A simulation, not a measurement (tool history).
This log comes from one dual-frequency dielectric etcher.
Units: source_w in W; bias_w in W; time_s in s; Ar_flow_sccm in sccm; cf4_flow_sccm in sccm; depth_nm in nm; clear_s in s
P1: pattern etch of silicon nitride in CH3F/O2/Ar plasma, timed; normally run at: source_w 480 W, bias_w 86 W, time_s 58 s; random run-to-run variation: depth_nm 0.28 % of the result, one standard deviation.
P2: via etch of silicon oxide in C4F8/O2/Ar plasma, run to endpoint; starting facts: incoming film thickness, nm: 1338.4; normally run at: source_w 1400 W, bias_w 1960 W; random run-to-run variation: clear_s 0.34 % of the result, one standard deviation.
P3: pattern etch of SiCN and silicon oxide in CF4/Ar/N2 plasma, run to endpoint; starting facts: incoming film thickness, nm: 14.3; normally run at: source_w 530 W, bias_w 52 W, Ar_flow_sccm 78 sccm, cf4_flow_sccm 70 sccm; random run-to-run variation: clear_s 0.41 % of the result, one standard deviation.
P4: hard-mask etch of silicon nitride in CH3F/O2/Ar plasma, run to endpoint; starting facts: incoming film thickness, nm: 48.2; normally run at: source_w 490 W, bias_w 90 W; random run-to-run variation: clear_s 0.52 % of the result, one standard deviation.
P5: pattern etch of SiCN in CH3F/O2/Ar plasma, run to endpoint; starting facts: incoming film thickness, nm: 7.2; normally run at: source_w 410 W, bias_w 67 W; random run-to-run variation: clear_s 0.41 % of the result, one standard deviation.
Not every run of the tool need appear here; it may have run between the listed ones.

run   hour  process  source_w  bias_w  time_s  Ar_flow_sccm  cf4_flow_sccm  depth_nm  clear_s
  1    8.1       P1       480      86      58                                  47.39
  2   14.5       P4       290      90                                                  71.526
  3     19       P1       480      86      58                                 47.244
  4   26.7       P1       480      86      34                                  27.54
  5   32.4       P3       530      52                    96             70             15.172
  6   40.1       P1       480      86      58                                 47.165
  7   44.8       P1       480      86    85.5                                 69.622
  8   48.7       P3       530      52                    78             93              14.08
  9   53.4       P1       350      86      58                                 41.762
 10   58.9       P1       670      86      58                                 53.429
 11   66.5       P4       490      90                                                  58.615
 12   71.1       P2      1400    1960                                                   297.1
 13     78       P1       480      86      58                                 46.982
 14   85.1       P2      1130    1960                                                   324.1
      89.8  -- source power generator calibrated
 15   91.2       P5       410      51                                                  20.856
 16   97.2       P1       480     111      58                                 51.672
 17  102.3       P1       330      69      58                                 37.853
 18  109.7       P4       490      72                                                  62.355
 19  114.2       P5       410      67                                                  18.892
 20  120.7       P1       480      86      58                                 47.059
 21  128.9       P1       480      51      45                                 30.618
 22  136.1       P1       480      86      58                                 47.203
 23  141.7       P5       410      67                                                  18.945
 24  147.4       P3       530      42                    78             70             15.666
 25  154.4       P3       530      52                    78             70             14.752
 26  158.6       P5       500      67                                                  17.561
 27  165.3       P1       480      86      58                                 47.228
 28  170.4       P1       480      64      58                                 42.444
 29  174.2       P2      1400    1960                                                   298.2
 30  178.8       P2      1400    2721                                                  271.48
 31  184.3       P3       670      52                    78             70             11.951
 32  190.6       P1       480      86      58                                 47.095
 33    196       P1       480      86      58                                 46.953
 34  200.6       P1       480      86      58                                 46.869
 35  207.2       P1       480      86      58                                 46.621
 36  214.5       P1       480      86      58                                 46.599
 37  219.7       P1       480      86      58                                 46.387
 38    225       P1       480      86      58                                 46.767
 39  231.4       P1       480      86      58                                 46.769
     233.3  -- wet clean of the chamber
 40  238.2       P1       480      86      58                                  46.46
 41  241.8       P1       480      86      58                                 46.482
 42  248.3       P1       480      86      58                                 46.304
 43  252.8       P1       480      86      58                                  46.17

What P1 gives has crept off from where it sat before. The 2 causes that follow fit the log equally well, each at the size noted:
A: source power that arrives under what is set, % = 3.71
B: bias power that arrives under what is set, % = 3.99
The drift started at roughly hour 190.6.
The rest of the possible causes, and what rules out each one:
chamber walls in a state that lowers the etch rate, %: its service at hour 233.3 followed the start of the drift and did not put the process back to its old value

Each of the check runs listed below is run on 2 wafers and reports their average, with the results left as question marks. Pick the one under which the possible causes would lead to clearly different results.
check 1  257.3       P4       490      90                                                       ?
check 2  257.3       P5       410      67                                                       ?
check 3  257.3       P2      1400    1960                                                       ?
check 4  257.3       P3       530      52                    78             70                  ?

Predicted outcomes, by check and by cause:
  check   result    if A    if B
check 1  clear_s  59.392  59.401
check 2  clear_s  19.236  19.232
check 3  clear_s  301.88  300.93
check 4  clear_s  15.214  14.884
Distance between the nearest two causes, measured in the result of the check that separates them most: check 1 0.02 %; check 2 0.02 %; check 3 0.31 %; check 4 2.19 %
Check 4 is the one run that separates the causes; every other check would come out nearly the same whichever cause is at work.

After running check 4, the following was obtained: clear_s 15.177 s. Which cause does this point to?

The cause is A: source power that arrives under what is set, %.

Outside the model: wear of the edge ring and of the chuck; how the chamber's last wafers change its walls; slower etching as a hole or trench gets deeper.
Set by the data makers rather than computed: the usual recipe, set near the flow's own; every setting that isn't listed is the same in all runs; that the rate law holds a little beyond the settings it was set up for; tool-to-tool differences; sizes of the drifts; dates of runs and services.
